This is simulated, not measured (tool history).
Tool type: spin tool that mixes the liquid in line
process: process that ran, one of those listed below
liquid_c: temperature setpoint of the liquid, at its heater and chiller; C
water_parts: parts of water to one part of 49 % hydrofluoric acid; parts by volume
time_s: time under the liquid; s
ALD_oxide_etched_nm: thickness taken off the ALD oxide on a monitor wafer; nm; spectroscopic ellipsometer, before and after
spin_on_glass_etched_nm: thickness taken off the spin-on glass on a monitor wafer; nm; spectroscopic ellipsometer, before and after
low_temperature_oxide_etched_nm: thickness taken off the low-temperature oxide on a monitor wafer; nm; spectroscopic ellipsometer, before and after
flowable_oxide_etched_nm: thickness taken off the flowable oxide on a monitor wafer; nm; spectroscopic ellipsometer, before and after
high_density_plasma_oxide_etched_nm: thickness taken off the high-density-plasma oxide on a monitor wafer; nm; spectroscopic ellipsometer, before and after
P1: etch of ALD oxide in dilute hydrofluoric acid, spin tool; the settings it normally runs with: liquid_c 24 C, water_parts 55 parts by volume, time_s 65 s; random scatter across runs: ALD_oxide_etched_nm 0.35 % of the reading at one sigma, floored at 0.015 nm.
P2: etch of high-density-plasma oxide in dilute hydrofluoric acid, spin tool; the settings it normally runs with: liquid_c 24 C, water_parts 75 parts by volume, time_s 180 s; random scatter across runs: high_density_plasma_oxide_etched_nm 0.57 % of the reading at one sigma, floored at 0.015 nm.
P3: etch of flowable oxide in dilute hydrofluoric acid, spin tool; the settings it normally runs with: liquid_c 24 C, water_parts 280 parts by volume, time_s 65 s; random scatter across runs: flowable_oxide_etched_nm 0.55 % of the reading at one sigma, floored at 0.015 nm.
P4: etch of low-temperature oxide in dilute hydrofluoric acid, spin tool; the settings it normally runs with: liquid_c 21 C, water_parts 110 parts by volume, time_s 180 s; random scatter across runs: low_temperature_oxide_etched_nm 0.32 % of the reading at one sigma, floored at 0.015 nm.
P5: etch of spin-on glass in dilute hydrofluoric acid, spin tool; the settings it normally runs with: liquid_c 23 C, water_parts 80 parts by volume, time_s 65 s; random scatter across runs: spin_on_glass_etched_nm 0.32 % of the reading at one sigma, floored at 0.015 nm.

run   hour  process  liquid_c  water_parts  time_s  ALD_oxide_etched_nm  spin_on_glass_etched_nm  low_temperature_oxide_etched_nm  flowable_oxide_etched_nm  high_density_plasma_oxide_etched_nm
  1   11.5       P1        24           55      65               12.219
  2   21.2       P5        23           80      65                                        35.307
  3   35.1       P1        24           55      65               12.237
  4   48.4       P4        21           55     180                                                                         32.549
  5   59.9       P1        24           55     105               19.614
  6   66.9       P3        24          280      65                                                                                                   4.5724
  7   76.9       P2        24           75     180                                                                                                                                        27.415
  8   91.1       P3        24          280      30                                                                                                   2.1499
  9  102.2       P5        23           80      15                                        8.1846
 10  115.3       P1        24          100      65               6.3719
 11    129       P2        24           25     180                                                                                                                                        88.054
 12  141.8       P3        32          280      65                                                                                                   5.9786
 13  151.4       P1        24           35      65               19.815
 14  165.1       P4        17          110     180                                                                         12.877
 15  176.6       P4        21          110     180                                                                         15.156
 16  188.7       P5        23           80      65                                        35.483
 17  202.6       P1        24           55      15               2.7903
 18  209.3       P1        24           55      65               12.221
 19  222.3       P3        24          510      65                                                                                                   2.0346
 20  230.5       P1        24          100     120               11.773
 21  237.2       P5        23          115      65                                        23.559
 22  246.9       P2        24           75     300                                                                                                                                        45.968
 23  258.7       P1      18.5           55      65                9.711
 24  269.4       P5        31           80      65                                         48.31
 25  280.5       P1        24           55      65                12.24
 26  294.3       P2        32           75     180                                                                                                                                        38.218
 27  302.3       P4        21          110     265                                                                         22.375
 28  312.7       P1      29.5           55      65               15.178

Run 29 comes next. What will it give?
 29   326       P2        24           75     180                                                                                                                                             ?

high_density_plasma_oxide_etched_nm: 27.577 nm
